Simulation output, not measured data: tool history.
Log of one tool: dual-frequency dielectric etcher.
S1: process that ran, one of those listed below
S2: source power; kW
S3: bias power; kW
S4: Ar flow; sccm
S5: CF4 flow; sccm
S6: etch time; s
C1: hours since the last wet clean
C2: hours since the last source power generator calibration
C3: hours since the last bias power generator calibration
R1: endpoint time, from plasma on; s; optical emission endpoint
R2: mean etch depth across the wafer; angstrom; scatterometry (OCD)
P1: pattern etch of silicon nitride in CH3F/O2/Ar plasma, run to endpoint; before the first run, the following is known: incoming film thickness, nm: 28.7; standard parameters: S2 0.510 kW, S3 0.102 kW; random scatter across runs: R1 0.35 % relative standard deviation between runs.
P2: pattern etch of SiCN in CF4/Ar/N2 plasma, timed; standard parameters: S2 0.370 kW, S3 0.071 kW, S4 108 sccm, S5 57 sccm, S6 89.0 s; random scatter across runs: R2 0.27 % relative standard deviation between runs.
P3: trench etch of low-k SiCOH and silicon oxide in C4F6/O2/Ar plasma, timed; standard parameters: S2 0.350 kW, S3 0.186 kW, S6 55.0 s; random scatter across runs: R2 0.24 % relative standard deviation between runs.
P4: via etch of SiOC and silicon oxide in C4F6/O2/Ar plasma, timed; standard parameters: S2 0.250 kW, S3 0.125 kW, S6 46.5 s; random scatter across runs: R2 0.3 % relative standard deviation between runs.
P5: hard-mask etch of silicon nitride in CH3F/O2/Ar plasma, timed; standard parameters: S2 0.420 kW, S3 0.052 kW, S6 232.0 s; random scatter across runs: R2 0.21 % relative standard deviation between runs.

run 1 hour=8.0 | S1=P1 S2=0.510 S3=0.102 | C1=185.7 C2=1602.4 C3=3114.3 | R1=34.677
run 2 hour=20.8 | S1=P2 S2=0.250 S3=0.071 S4=108 S5=57 S6=89.0 | C1=198.5 C2=1615.2 C3=3127.1 | R2=439.81
run 3 hour=36.7 | S1=P3 S2=0.350 S3=0.186 S6=55.0 | C1=214.4 C2=1631.1 C3=3143.0 | R2=1727.70
run 4 hour=47.3 | S1=P5 S2=0.420 S3=0.052 S6=284.5 | C1=225.0 C2=1641.7 C3=3153.6 | R2=1875.70
run 5 hour=60.7 | S1=P2 S2=0.370 S3=0.071 S4=108 S5=57 S6=89.0 | C1=238.4 C2=1655.1 C3=3167.0 | R2=616.50
run 6 hour=78.3 | S1=P1 S2=0.510 S3=0.075 | C1=256.0 C2=1672.7 C3=3184.6 | R1=38.266
run 7 hour=93.8 | S1=P5 S2=0.280 S3=0.052 S6=232.0 | C1=271.5 C2=1688.2 C3=3200.1 | R2=1305.30
run 8 hour=102.6 | S1=P4 S2=0.330 S3=0.125 S6=46.5 | C1=280.3 C2=1697.0 C3=3208.9 | R2=439.89
run 9 hour=113.5 | S1=P5 S2=0.420 S3=0.052 S6=232.0 | C1=291.2 C2=1707.9 C3=3219.8 | R2=1528.70
run 10 hour=128.7 | S1=P1 S2=0.310 S3=0.102 | C1=306.4 C2=1723.1 C3=3235.0 | R1=41.527
run 11 hour=138.5 | S1=P2 S2=0.370 S3=0.071 S4=108 S5=57 S6=55.5 | C1=316.2 C2=1732.9 C3=3244.8 | R2=383.21
run 12 hour=153.8 | S1=P1 S2=0.410 S3=0.136 | C1=331.5 C2=1748.2 C3=3260.1 | R1=33.546
run 13 hour=164.2 | S1=P2 S2=0.370 S3=0.071 S4=108 S5=57 S6=89.0 | C1=341.9 C2=1758.6 C3=3270.5 | R2=614.05
run 14 hour=178.8 | S1=P1 S2=0.630 S3=0.102 | C1=356.5 C2=1773.2 C3=3285.1 | R1=31.689
run 15 hour=192.9 | S1=P5 S2=0.420 S3=0.052 S6=232.0 | C1=370.6 C2=1787.3 C3=3299.2 | R2=1527.90
run 16 hour=209.1 | S1=P1 S2=0.410 S3=0.121 | C1=386.8 C2=1803.5 C3=3315.4 | R1=35.110
run 17 hour=221.3 | S1=P1 S2=0.510 S3=0.102 | C1=399.0 C2=1815.7 C3=3327.6 | R1=34.299
run 18 hour=233.7 | S1=P4 S2=0.250 S3=0.125 S6=46.5 | C1=411.4 C2=1828.1 C3=3340.0 | R2=395.45
run 19 hour=246.3 | S1=P1 S2=0.510 S3=0.102 | C1=424.0 C2=1840.7 C3=3352.6 | R1=34.405
-- hour=262.8 source power generator calibrated
run 20 hour=264.3 | S1=P2 S2=0.370 S3=0.071 S4=108 S5=37 S6=89.0 | C1=442.0 C2=1.5 C3=3370.6 | R2=574.79
run 21 hour=281.2 | S1=P3 S2=0.350 S3=0.261 S6=55.0 | C1=458.9 C2=18.4 C3=3387.5 | R2=1930.50
run 22 hour=293.4 | S1=P4 S2=0.250 S3=0.147 S6=46.5 | C1=471.1 C2=30.6 C3=3399.7 | R2=414.25
run 23 hour=301.6 | S1=P1 S2=0.510 S3=0.102 | C1=479.3 C2=38.8 C3=3407.9 | R1=34.299
run 24 hour=315.5 | S1=P2 S2=0.370 S3=0.071 S4=150 S5=57 S6=89.0 | C1=493.2 C2=52.7 C3=3421.8 | R2=586.92
run 25 hour=328.0 | S1=P3 S2=0.240 S3=0.186 S6=55.0 | C1=505.7 C2=65.2 C3=3434.3 | R2=1491.30
run 26 hour=339.4 | S1=P5 S2=0.420 S3=0.073 S6=232.0 | C1=517.1 C2=76.6 C3=3445.7 | R2=1707.80
run 27 hour=348.7 | S1=P1 S2=0.510 S3=0.102 | C1=526.4 C2=85.9 C3=3455.0 | R1=34.213
run 28 hour=360.0 | S1=P3 S2=0.350 S3=0.186 S6=74.0 | C1=537.7 C2=97.2 C3=3466.3 | R2=2327.30
run 29 hour=370.7 | S1=P2 S2=0.370 S3=0.046 S4=108 S5=57 S6=89.0 | C1=548.4 C2=107.9 C3=3477.0 | R2=530.35
run 30 hour=384.6 | S1=P1 S2=0.510 S3=0.128 | C1=562.3 C2=121.8 C3=3490.9 | R1=31.586
run 31 hour=394.3 | S1=P4 S2=0.250 S3=0.125 S6=25.5 | C1=572.0 C2=131.5 C3=3500.6 | R2=215.79
run 32 hour=412.0 | S1=P4 S2=0.250 S3=0.125 S6=46.5 | C1=589.7 C2=149.2 C3=3518.3 | R2=396.21
run 33 hour=425.4 | S1=P1 S2=0.510 S3=0.102 | C1=603.1 C2=162.6 C3=3531.7 | R1=34.411
run 34 hour=436.3 | S1=P1 S2=0.510 S3=0.102 | C1=614.0 C2=173.5 C3=3542.6 | R1=34.485
run 35 hour=445.8 | S1=P1 S2=0.510 S3=0.102 | C1=623.5 C2=183.0 C3=3552.1 | R1=34.179
run 36 hour=453.8 | S1=P1 S2=0.510 S3=0.102 | C1=631.5 C2=191.0 C3=3560.1 | R1=33.924
run 37 hour=465.6 | S1=P1 S2=0.510 S3=0.102 | C1=643.3 C2=202.8 C3=3571.9 | R1=33.807
run 38 hour=480.1 | S1=P1 S2=0.510 S3=0.102 | C1=657.8 C2=217.3 C3=3586.4 | R1=33.634
-- hour=483.1 wet clean of the chamber
run 39 hour=490.6 | S1=P1 S2=0.510 S3=0.102 | C1=7.6 C2=227.8 C3=3596.9 | R1=33.801
run 40 hour=506.5 | S1=P1 S2=0.510 S3=0.102 | C1=23.5 C2=243.7 C3=3612.8 | R1=33.813
run 41 hour=514.8 | S1=P1 S2=0.510 S3=0.102 | C1=31.8 C2=252.0 C3=3621.1 | R1=33.676
run 42 hour=524.7 | S1=P1 S2=0.510 S3=0.102 | C1=41.7 C2=261.9 C3=3631.0 | R1=33.781

P1 no longer gives what it gave before; its output has crept away from where it was. The following 2 causes, each at its listed size, fit the log equally well:
A: bias power that arrives over what is set, % = 4.95
B: source power that arrives over what is set, % = 4.82
The onset of the drift is placed at about hour 425.4.
Excluded causes, each with its reason:
chamber walls in a state that raises the etch rate, %: serviced at hour 483.1, after the drift had started, without restoring the earlier output

Listed below are the offered check runs, one wafer per run, with question marks in place of results. For which of them would the causes give clearly different outcomes?
run check 1 hour=534.6 | S1=P5 S2=0.420 S3=0.052 S6=232.0 | R2=?
run check 2 hour=534.6 | S1=P2 S2=0.370 S3=0.071 S4=108 S5=57 S6=89.0 | R2=?
run check 3 hour=534.6 | S1=P3 S2=0.350 S3=0.186 S6=55.0 | R2=?
run check 4 hour=534.6 | S1=P4 S2=0.250 S3=0.125 S6=46.5 | R2=?

What every check run would give for each of its results, assuming each possible cause in turn:
check=check_1 result=R2 if_A=1551.00 if_B=1555.60
check=check_2 result=R2 if_A=627.52 if_B=642.31
check=check_3 result=R2 if_A=1752.40 if_B=1757.10
check=check_4 result=R2 if_A=400.20 if_B=401.61
Distance between the nearest two causes, measured in the result of the check that separates them most: check 1 0.3 %; check 2 2.33 %; check 3 0.27 %; check 4 0.35 %
Check 2 tells the causes apart: in the others they would give nearly the same result.

Check 2 has now been run. It gave: R2 640.33 angstrom. Which of the candidate causes is it?

B is the cause: source power that arrives over what is set, %.
